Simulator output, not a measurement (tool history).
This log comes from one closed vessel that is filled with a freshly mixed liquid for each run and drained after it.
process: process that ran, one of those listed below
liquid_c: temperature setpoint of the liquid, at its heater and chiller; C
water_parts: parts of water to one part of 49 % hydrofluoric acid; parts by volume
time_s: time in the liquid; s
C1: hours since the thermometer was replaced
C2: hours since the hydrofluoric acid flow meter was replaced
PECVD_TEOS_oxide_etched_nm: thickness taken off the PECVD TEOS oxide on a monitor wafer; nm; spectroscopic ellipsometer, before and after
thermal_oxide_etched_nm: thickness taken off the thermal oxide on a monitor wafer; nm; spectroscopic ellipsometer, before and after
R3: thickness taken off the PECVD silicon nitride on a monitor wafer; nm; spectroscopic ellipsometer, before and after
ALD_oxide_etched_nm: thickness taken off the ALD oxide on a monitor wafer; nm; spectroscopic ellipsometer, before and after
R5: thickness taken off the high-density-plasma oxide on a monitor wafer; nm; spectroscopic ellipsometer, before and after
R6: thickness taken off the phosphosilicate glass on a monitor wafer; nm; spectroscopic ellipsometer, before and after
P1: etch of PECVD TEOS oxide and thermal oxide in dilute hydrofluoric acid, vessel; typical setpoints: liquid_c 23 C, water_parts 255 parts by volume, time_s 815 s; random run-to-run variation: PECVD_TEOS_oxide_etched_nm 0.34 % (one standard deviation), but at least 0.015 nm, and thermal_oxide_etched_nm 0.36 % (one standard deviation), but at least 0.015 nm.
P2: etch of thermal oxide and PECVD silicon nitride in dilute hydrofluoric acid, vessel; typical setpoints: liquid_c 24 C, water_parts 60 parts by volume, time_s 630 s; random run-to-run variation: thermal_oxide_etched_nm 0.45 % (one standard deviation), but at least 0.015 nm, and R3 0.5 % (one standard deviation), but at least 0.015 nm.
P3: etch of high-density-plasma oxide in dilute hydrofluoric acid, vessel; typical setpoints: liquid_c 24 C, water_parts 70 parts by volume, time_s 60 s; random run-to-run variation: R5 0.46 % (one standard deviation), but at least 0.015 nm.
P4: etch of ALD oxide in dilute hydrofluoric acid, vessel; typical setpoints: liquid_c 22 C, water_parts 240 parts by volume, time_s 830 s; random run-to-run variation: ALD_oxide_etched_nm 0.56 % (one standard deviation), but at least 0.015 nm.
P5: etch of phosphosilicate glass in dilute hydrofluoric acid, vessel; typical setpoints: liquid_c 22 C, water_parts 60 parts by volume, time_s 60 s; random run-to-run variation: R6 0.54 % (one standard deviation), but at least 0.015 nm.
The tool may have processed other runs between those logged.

Run 1, day 0.408: process P1, liquid_c 23 C, water_parts 255 parts by volume, time_s 815 s; C1 788.2; C2 682. Result: PECVD_TEOS_oxide_etched_nm 21.863 nm, thermal_oxide_etched_nm 12.226 nm.
Run 2, day 0.662: process P1, liquid_c 27.5 C, water_parts 255 parts by volume, time_s 815 s; C1 794.3; C2 688.1. Result: PECVD_TEOS_oxide_etched_nm 25.581 nm, thermal_oxide_etched_nm 14.287 nm.
Run 3, day 0.858: process P1, liquid_c 23 C, water_parts 255 parts by volume, time_s 815 s; C1 799; C2 692.8. Result: PECVD_TEOS_oxide_etched_nm 21.853 nm, thermal_oxide_etched_nm 12.302 nm.
Run 4, day 1.217: process P1, liquid_c 26.5 C, water_parts 255 parts by volume, time_s 1570 s; C1 807.6; C2 701.4. Result: PECVD_TEOS_oxide_etched_nm 47.805 nm, thermal_oxide_etched_nm 26.629 nm.
Run 5, day 1.567: process P2, liquid_c 24 C, water_parts 60 parts by volume, time_s 630 s; C1 816; C2 709.8. Result: thermal_oxide_etched_nm 50.926 nm, R3 22.357 nm.
Run 6, day 1.783: process P4, liquid_c 17 C, water_parts 240 parts by volume, time_s 830 s; C1 821.2; C2 715. Result: ALD_oxide_etched_nm 30.294 nm.
Run 7, day 2.079: process P1, liquid_c 23 C, water_parts 255 parts by volume, time_s 815 s; C1 828.3; C2 722.1. Result: PECVD_TEOS_oxide_etched_nm 21.927 nm, thermal_oxide_etched_nm 12.234 nm.
Run 8, day 2.412: process P3, liquid_c 24 C, water_parts 120 parts by volume, time_s 60 s; C1 836.3; C2 730.1. Result: R5 2.5217 nm.
Run 9, day 2.629: process P2, liquid_c 17 C, water_parts 60 parts by volume, time_s 630 s; C1 841.5; C2 735.3. Result: thermal_oxide_etched_nm 38.167 nm, R3 13.817 nm.
Run 10, day 2.954: process P5, liquid_c 22 C, water_parts 60 parts by volume, time_s 60 s; C1 849.3; C2 743.1. Result: R6 155.77 nm.
Run 11, day 3.171: process P1, liquid_c 23 C, water_parts 255 parts by volume, time_s 815 s; C1 854.5; C2 748.3. Result: PECVD_TEOS_oxide_etched_nm 21.829 nm, thermal_oxide_etched_nm 12.267 nm.
Run 12, day 3.512: process P1, liquid_c 17 C, water_parts 255 parts by volume, time_s 815 s; C1 862.7; C2 756.5. Result: PECVD_TEOS_oxide_etched_nm 17.638 nm, thermal_oxide_etched_nm 9.7562 nm.
Run 13, day 3.854: process P4, liquid_c 22 C, water_parts 240 parts by volume, time_s 75 s; C1 870.9; C2 764.7. Result: ALD_oxide_etched_nm 3.3188 nm.
Run 14, day 4.204: process P1, liquid_c 23 C, water_parts 255 parts by volume, time_s 280 s; C1 879.3; C2 773.1. Result: PECVD_TEOS_oxide_etched_nm 7.523 nm, thermal_oxide_etched_nm 4.1795 nm.
Run 15, day 4.429: process P1, liquid_c 23 C, water_parts 135 parts by volume, time_s 815 s; C1 884.7; C2 778.5. Result: PECVD_TEOS_oxide_etched_nm 47 nm, thermal_oxide_etched_nm 26.277 nm.
Run 16, day 4.65: process P1, liquid_c 17 C, water_parts 255 parts by volume, time_s 270 s; C1 890; C2 783.8. Result: PECVD_TEOS_oxide_etched_nm 5.797 nm, thermal_oxide_etched_nm 3.2573 nm.
Run 17, day 4.867: process P5, liquid_c 28.5 C, water_parts 60 parts by volume, time_s 60 s; C1 895.2; C2 789. Result: R6 202.63 nm.
Run 18, day 5.1: process P2, liquid_c 24 C, water_parts 60 parts by volume, time_s 1175 s; C1 900.8; C2 794.6. Result: thermal_oxide_etched_nm 94.393 nm, R3 41.935 nm.
Run 19, day 5.442: process P3, liquid_c 24 C, water_parts 70 parts by volume, time_s 60 s; C1 909; C2 802.8. Result: R5 4.526 nm.
Run 20, day 5.821: process P4, liquid_c 22 C, water_parts 240 parts by volume, time_s 830 s; C1 918.1; C2 811.9. Result: ALD_oxide_etched_nm 37.124 nm.
Run 21, day 6.158: process P5, liquid_c 22 C, water_parts 60 parts by volume, time_s 115 s; C1 926.2; C2 820. Result: R6 299.24 nm.
Run 22, day 6.383: process P3, liquid_c 24 C, water_parts 70 parts by volume, time_s 30 s; C1 931.6; C2 825.4. Result: R5 2.3081 nm.
Run 23, day 6.621: process P5, liquid_c 22 C, water_parts 60 parts by volume, time_s 60 s; C1 937.3; C2 831.1. Result: R6 156.13 nm.
Run 24, day 6.862: process P2, liquid_c 24 C, water_parts 95 parts by volume, time_s 630 s; C1 943.1; C2 836.9. Result: thermal_oxide_etched_nm 31.255 nm, R3 14.243 nm.

The next listed run, before its measurement:
Run 25, day 7.042: process P1, liquid_c 23 C, water_parts 255 parts by volume, time_s 815 s; C1 947.4; C2 841.2. Result: PECVD_TEOS_oxide_etched_nm ?, thermal_oxide_etched_nm ?.

{"run 25": {"PECVD_TEOS_oxide_etched_nm": 21.782, "thermal_oxide_etched_nm": 12.241}}
